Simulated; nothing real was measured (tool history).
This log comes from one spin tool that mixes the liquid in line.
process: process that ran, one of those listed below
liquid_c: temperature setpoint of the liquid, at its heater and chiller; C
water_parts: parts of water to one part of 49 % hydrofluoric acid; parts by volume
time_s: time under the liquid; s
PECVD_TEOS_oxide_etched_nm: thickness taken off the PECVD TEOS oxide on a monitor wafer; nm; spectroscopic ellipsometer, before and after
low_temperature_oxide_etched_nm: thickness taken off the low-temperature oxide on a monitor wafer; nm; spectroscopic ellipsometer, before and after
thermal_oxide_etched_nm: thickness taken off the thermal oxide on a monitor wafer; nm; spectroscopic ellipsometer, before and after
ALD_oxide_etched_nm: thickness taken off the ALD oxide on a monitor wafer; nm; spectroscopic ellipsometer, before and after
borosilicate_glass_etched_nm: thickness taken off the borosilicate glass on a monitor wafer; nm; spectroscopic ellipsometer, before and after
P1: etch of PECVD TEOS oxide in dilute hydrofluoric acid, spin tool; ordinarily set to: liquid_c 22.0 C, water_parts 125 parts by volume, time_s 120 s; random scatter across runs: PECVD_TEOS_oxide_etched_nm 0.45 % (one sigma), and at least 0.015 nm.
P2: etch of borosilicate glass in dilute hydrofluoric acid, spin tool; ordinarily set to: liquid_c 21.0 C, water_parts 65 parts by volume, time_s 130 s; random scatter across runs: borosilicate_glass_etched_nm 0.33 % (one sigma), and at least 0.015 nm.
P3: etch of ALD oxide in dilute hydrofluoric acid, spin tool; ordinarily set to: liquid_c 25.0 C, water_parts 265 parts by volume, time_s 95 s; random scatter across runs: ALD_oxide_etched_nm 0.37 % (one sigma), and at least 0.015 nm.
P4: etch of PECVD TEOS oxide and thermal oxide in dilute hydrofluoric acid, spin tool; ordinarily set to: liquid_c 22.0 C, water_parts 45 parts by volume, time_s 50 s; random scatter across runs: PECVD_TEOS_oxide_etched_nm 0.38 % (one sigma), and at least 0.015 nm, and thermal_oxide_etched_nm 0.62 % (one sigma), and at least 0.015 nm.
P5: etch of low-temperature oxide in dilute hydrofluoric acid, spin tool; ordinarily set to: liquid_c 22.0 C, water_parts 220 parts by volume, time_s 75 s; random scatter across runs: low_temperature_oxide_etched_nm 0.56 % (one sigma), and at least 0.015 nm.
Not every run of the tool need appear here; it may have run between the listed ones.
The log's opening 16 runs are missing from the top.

| run | hour | process | liquid_c | water_parts | time_s | hours since the thermometer was replaced | hours since the hydrofluoric acid flow meter was replaced | PECVD_TEOS_oxide_etched_nm | low_temperature_oxide_etched_nm | thermal_oxide_etched_nm | ALD_oxide_etched_nm | borosilicate_glass_etched_nm |
|---|---|---|---|---|---|---|---|---|---|---|---|---|
| 17 | 155.3 | P1 | 22.0 | 125 | 120 | 31.4 | 1173.7 | 13.7150 |  |  |  |  |
| 18 | 165.1 | P2 | 21.0 | 65 | 40 | 41.2 | 1183.5 |  |  |  |  | 13.801 |
| 19 | 172.6 | P1 | 22.0 | 195 | 120 | 48.7 | 1191.0 | 8.1955 |  |  |  |  |
| 20 | 180.5 | P4 | 22.0 | 70 | 50 | 56.6 | 1198.9 | 19.6570 |  | 3.2802 |  |  |
| 21 | 193.8 | P1 | 22.0 | 125 | 120 | 69.9 | 1212.2 | 13.7440 |  |  |  |  |
| 22 | 204.3 | P2 | 28.5 | 65 | 130 | 80.4 | 1222.7 |  |  |  |  | 60.937 |
| 23 | 212.7 | P1 | 22.0 | 125 | 195 | 88.8 | 1231.1 | 22.3230 |  |  |  |  |
| 24 | 224.7 | P1 | 22.0 | 125 | 15 | 100.8 | 1243.1 | 1.7271 |  |  |  |  |

The next listed run, before its measurement:
| 25 | 230.9 | P1 | 17.0 | 125 | 120 | 107.0 | 1249.3 | ? |  |  |  |  |

{"run 25": {"PECVD_TEOS_oxide_etched_nm": 11.18}}
